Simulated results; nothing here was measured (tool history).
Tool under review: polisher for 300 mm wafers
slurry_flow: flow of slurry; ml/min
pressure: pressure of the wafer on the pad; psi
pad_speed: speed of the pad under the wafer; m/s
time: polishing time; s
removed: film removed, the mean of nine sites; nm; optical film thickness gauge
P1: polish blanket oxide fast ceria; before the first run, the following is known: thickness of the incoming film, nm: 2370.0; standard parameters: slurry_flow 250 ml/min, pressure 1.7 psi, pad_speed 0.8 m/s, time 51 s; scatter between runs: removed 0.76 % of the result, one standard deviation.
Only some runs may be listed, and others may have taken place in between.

| run | hour | slurry_flow | pressure | pad_speed | time | wafers polished on this pad | hours since the slurry nozzle was cleaned | hours since the head pressure was calibrated | removed |
|---|---|---|---|---|---|---|---|---|---|
| 1 | 11.3 | 250 | 1.7 | 0.8 | 51 | 988 | 374.3 | 669.1 | 380.03 |
| 2 | 23.9 | 250 | 2.3 | 0.8 | 37 | 1174 | 386.9 | 681.7 | 375.57 |
| 3 | 32.7 | 250 | 1.7 | 0.8 | 51 | 1305 | 395.7 | 690.5 | 382.36 |
| 4 | 44 | 250 | 1.7 | 0.8 | 51 | 1472 | 407 | 701.8 | 385.04 |
| 5 | 55.3 | 250 | 1.7 | 0.5 | 51 | 1639 | 418.3 | 713.1 | 240.66 |
| 6 | 67.7 | 250 | 1.7 | 0.8 | 74 | 1823 | 430.7 | 725.5 | 557.36 |
|  | 70.3 | slurry nozzle cleaned |
| 7 | 78.8 | 250 | 1.7 | 0.8 | 51 | 1988 | 8.6 | 736.6 | 384.34 |
| 8 | 86.9 | 330 | 1.7 | 0.8 | 51 | 2108 | 16.7 | 744.7 | 389.54 |
| 9 | 98.2 | 250 | 2.7 | 0.8 | 51 | 2275 | 28 | 756 | 609.09 |
| 10 | 107 | 250 | 1.7 | 0.8 | 51 | 2405 | 36.8 | 764.8 | 383.78 |
| 11 | 115.8 | 250 | 1.7 | 1.06 | 51 | 2536 | 45.6 | 773.6 | 506.4 |
| 12 | 122.2 | 150 | 1.7 | 0.8 | 51 | 2630 | 52 | 780 | 357.9 |
| 13 | 132.6 | 250 | 1.7 | 0.8 | 29 | 2784 | 62.4 | 790.4 | 219.61 |
| 14 | 145 | 250 | 1.1 | 0.8 | 51 | 2968 | 74.8 | 802.8 | 244.21 |
| 15 | 152.4 | 250 | 1.7 | 0.8 | 51 | 3078 | 82.2 | 810.2 | 386.99 |
| 16 | 162.4 | 250 | 1.7 | 0.8 | 51 | 3226 | 92.2 | 820.2 | 373.13 |
| 17 | 171.4 | 250 | 1.7 | 0.8 | 51 | 3359 | 101.2 | 829.2 | 375.78 |
| 18 | 179.1 | 250 | 1.7 | 0.8 | 51 | 3473 | 108.9 | 836.9 | 375.43 |
| 19 | 190 | 250 | 1.7 | 0.8 | 51 | 3635 | 119.8 | 847.8 | 367.05 |
| 20 | 200.4 | 250 | 1.7 | 0.8 | 51 | 3789 | 130.2 | 858.2 | 361.81 |
|  | 204.2 | worn pad replaced by a new one |
| 21 | 210.1 | 250 | 1.7 | 0.8 | 51 | 88 | 139.9 | 867.9 | 367.73 |
| 22 | 221.8 | 250 | 1.7 | 0.8 | 51 | 261 | 151.6 | 879.6 | 365.54 |
| 23 | 234.2 | 250 | 1.7 | 0.8 | 51 | 445 | 164 | 892 | 361.62 |
| 24 | 244.1 | 250 | 1.7 | 0.8 | 51 | 592 | 173.9 | 901.9 | 365.25 |
| 25 | 252.3 | 250 | 1.7 | 0.8 | 51 | 713 | 182.1 | 910.1 | 368.76 |

Estimate the outcome of run 26 from the log above:
| 26 | 261.7 | 250 | 1.7 | 0.8 | 51 | 852 | 191.5 | 919.5 | ? |

Run 26 came out at removed 367.05 nm.

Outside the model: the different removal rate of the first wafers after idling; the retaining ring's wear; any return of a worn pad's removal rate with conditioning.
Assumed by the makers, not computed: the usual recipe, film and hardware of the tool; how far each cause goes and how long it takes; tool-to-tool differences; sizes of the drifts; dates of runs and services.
